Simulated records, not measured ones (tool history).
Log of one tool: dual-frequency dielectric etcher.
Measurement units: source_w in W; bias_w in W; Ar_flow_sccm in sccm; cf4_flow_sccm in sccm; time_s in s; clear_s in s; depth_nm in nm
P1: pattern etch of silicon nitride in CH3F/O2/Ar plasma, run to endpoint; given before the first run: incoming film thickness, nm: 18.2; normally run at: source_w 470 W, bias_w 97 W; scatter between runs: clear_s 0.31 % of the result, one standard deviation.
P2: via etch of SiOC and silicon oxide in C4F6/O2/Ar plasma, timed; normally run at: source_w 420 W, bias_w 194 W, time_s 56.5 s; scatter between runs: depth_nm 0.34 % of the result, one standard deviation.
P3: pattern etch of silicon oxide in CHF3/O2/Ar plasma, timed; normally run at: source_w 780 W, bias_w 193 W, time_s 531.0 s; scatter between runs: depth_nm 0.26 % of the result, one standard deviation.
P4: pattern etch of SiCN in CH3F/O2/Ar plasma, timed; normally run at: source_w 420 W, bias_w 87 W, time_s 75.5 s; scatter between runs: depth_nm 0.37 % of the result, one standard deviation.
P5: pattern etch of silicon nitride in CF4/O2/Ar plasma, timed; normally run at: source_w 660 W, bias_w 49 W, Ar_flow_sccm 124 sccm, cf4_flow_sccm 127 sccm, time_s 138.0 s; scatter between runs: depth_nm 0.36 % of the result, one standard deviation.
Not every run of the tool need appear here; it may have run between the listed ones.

| run | hour | process | source_w | bias_w | Ar_flow_sccm | cf4_flow_sccm | time_s | hours since the last wet clean | hours since the last source power generator calibration | hours since the last bias power generator calibration | clear_s | depth_nm |
|---|---|---|---|---|---|---|---|---|---|---|---|---|
| 1 | 5.8 | P1 | 470 | 97 |  |  |  | 193.4 | 1598.3 | 2055.1 | 22.338 |  |
| 2 | 18.9 | P5 | 660 | 49 | 124 | 127 | 98.5 | 206.5 | 1611.4 | 2068.2 |  | 236.940 |
| 3 | 31.8 | P5 | 660 | 49 | 124 | 127 | 138.0 | 219.4 | 1624.3 | 2081.1 |  | 330.400 |
| 4 | 38.9 | P4 | 420 | 87 |  |  | 75.5 | 226.5 | 1631.4 | 2088.2 |  | 30.870 |
| 5 | 48.8 | P2 | 420 | 194 |  |  | 75.0 | 236.4 | 1641.3 | 2098.1 |  | 91.241 |
| 6 | 56.5 | P5 | 400 | 49 | 124 | 127 | 138.0 | 244.1 | 1649.0 | 2105.8 |  | 212.650 |
| 7 | 66.6 | P1 | 470 | 97 |  |  |  | 254.2 | 1659.1 | 2115.9 | 22.365 |  |
| 8 | 79.1 | P2 | 270 | 194 |  |  | 56.5 | 266.7 | 1671.6 | 2128.4 |  | 58.315 |
|  | 85.5 | wet clean of the chamber |
| 9 | 88.9 | P3 | 780 | 193 |  |  | 531.0 | 3.5 | 1681.4 | 2138.2 |  | 1227.400 |
| 10 | 102.2 | P5 | 660 | 49 | 100 | 127 | 138.0 | 16.8 | 1694.7 | 2151.5 |  | 339.340 |
| 11 | 112.3 | P4 | 420 | 87 |  |  | 75.5 | 26.9 | 1704.8 | 2161.6 |  | 30.870 |
| 12 | 125.6 | P1 | 470 | 121 |  |  |  | 40.2 | 1718.1 | 2174.9 | 20.606 |  |
| 13 | 133.9 | P1 | 320 | 68 |  |  |  | 48.5 | 1726.4 | 2183.2 | 29.301 |  |
| 14 | 144.2 | P1 | 590 | 133 |  |  |  | 58.8 | 1736.7 | 2193.5 | 18.245 |  |
| 15 | 156.9 | P4 | 420 | 55 |  |  | 75.5 | 71.5 | 1749.4 | 2206.2 |  | 26.287 |
| 16 | 167.7 | P3 | 1040 | 193 |  |  | 531.0 | 82.3 | 1760.2 | 2217.0 |  | 1378.600 |
| 17 | 181.1 | P3 | 780 | 250 |  |  | 531.0 | 95.7 | 1773.6 | 2230.4 |  | 1340.400 |
| 18 | 192.9 | P1 | 470 | 97 |  |  |  | 107.5 | 1785.4 | 2242.2 | 22.388 |  |
| 19 | 200.9 | P1 | 650 | 97 |  |  |  | 115.5 | 1793.4 | 2250.2 | 19.741 |  |

For run 20, what comes out?
| 20 | 207.9 | P1 | 380 | 76 |  |  |  | 122.5 | 1800.4 | 2257.2 | ? |  |

{"run 20": {"clear_s": 26.273}}

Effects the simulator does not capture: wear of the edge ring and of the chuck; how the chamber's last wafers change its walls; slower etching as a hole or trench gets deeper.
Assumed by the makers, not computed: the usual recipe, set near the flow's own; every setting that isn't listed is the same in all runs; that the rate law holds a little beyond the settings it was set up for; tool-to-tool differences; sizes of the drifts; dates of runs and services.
